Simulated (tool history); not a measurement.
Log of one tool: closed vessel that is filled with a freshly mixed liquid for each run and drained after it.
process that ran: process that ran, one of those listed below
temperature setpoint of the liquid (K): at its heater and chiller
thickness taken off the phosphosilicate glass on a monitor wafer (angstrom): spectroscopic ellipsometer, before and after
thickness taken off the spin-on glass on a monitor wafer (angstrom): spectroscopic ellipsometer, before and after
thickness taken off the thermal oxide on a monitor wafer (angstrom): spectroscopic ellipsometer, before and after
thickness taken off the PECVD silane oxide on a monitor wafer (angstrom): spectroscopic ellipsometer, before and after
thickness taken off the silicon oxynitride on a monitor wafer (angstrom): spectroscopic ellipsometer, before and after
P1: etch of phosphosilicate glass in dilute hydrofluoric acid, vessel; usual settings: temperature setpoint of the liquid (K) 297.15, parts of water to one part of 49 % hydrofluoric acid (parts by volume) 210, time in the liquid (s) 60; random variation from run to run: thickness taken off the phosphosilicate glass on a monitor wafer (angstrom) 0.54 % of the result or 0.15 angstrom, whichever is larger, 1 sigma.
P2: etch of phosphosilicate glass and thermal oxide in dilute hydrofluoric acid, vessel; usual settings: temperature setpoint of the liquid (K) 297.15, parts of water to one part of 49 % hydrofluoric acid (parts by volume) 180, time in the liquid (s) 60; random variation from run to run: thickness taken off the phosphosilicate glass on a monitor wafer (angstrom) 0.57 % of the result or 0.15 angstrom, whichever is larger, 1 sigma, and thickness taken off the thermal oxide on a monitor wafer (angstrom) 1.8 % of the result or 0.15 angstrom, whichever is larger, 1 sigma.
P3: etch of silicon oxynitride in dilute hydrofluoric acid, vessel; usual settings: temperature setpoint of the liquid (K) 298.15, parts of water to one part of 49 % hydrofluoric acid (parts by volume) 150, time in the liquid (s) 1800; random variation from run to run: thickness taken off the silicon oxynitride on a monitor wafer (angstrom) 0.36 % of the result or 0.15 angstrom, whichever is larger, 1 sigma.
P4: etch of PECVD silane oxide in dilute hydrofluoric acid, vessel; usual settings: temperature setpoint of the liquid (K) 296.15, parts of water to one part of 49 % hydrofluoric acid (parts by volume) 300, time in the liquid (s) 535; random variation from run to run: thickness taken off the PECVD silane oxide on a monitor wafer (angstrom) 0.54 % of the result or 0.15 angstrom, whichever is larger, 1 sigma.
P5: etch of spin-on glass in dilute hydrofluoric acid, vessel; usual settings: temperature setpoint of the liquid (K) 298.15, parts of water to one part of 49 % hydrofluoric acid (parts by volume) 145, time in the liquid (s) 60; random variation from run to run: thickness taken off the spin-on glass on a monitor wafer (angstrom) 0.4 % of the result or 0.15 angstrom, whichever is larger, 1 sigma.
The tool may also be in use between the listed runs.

| run | hour | process that ran | temperature setpoint of the liquid (K) | parts of water to one part of 49 % hydrofluoric acid (parts by volume) | time in the liquid (s) | thickness taken off the phosphosilicate glass on a monitor wafer (angstrom) | thickness taken off the spin-on glass on a monitor wafer (angstrom) | thickness taken off the thermal oxide on a monitor wafer (angstrom) | thickness taken off the PECVD silane oxide on a monitor wafer (angstrom) | thickness taken off the silicon oxynitride on a monitor wafer (angstrom) |
|---|---|---|---|---|---|---|---|---|---|---|
| 1 | 11.0 | P1 | 297.15 | 210 | 60 | 261.880 |  |  |  |  |
| 2 | 19.0 | P5 | 298.15 | 145 | 60 |  | 254.91 |  |  |  |
| 3 | 30.5 | P5 | 306.65 | 145 | 60 |  | 346.74 |  |  |  |
| 4 | 37.8 | P1 | 297.15 | 210 | 115 | 506.040 |  |  |  |  |
| 5 | 48.5 | P1 | 291.65 | 210 | 60 | 213.030 |  |  |  |  |
| 6 | 58.0 | P1 | 297.15 | 130 | 60 | 462.290 |  |  |  |  |
| 7 | 68.8 | P5 | 298.15 | 235 | 60 |  | 142.95 |  |  |  |
| 8 | 79.5 | P1 | 297.15 | 370 | 30 | 62.698 |  |  |  |  |
| 9 | 89.7 | P2 | 297.15 | 330 | 60 | 148.260 |  | 6.4619 |  |  |
| 10 | 96.8 | P4 | 296.15 | 300 | 30 |  |  |  | 18.397 |  |
| 11 | 104.1 | P1 | 297.15 | 315 | 85 | 225.030 |  |  |  |  |
| 12 | 115.5 | P1 | 297.15 | 210 | 60 | 262.280 |  |  |  |  |
| 13 | 123.3 | P3 | 298.15 | 150 | 2730 |  |  |  |  | 354.52 |
| 14 | 131.1 | P2 | 297.15 | 180 | 30 | 159.810 |  | 7.5158 |  |  |
| 15 | 138.6 | P1 | 297.15 | 210 | 60 | 264.930 |  |  |  |  |
| 16 | 145.8 | P4 | 290.15 | 300 | 535 |  |  |  | 263.000 |  |
| 17 | 154.8 | P3 | 306.15 | 150 | 1800 |  |  |  |  | 332.43 |
| 18 | 166.4 | P2 | 297.15 | 180 | 60 | 317.200 |  | 13.9360 |  |  |
| 19 | 174.6 | P1 | 297.15 | 210 | 60 | 263.780 |  |  |  |  |
| 20 | 180.0 | P3 | 298.15 | 35 | 1800 |  |  |  |  | 1113.40 |
| 21 | 188.9 | P4 | 296.15 | 300 | 535 |  |  |  | 328.420 |  |
| 22 | 200.2 | P1 | 297.15 | 210 | 30 | 131.340 |  |  |  |  |

Forecast run 23:
| 23 | 212.3 | P2 | 297.15 | 180 | 60 | ? |  | ? |  |  |

Run 23 gave thickness taken off the phosphosilicate glass on a monitor wafer (angstrom) 317.350, thickness taken off the thermal oxide on a monitor wafer (angstrom) 14.2870.
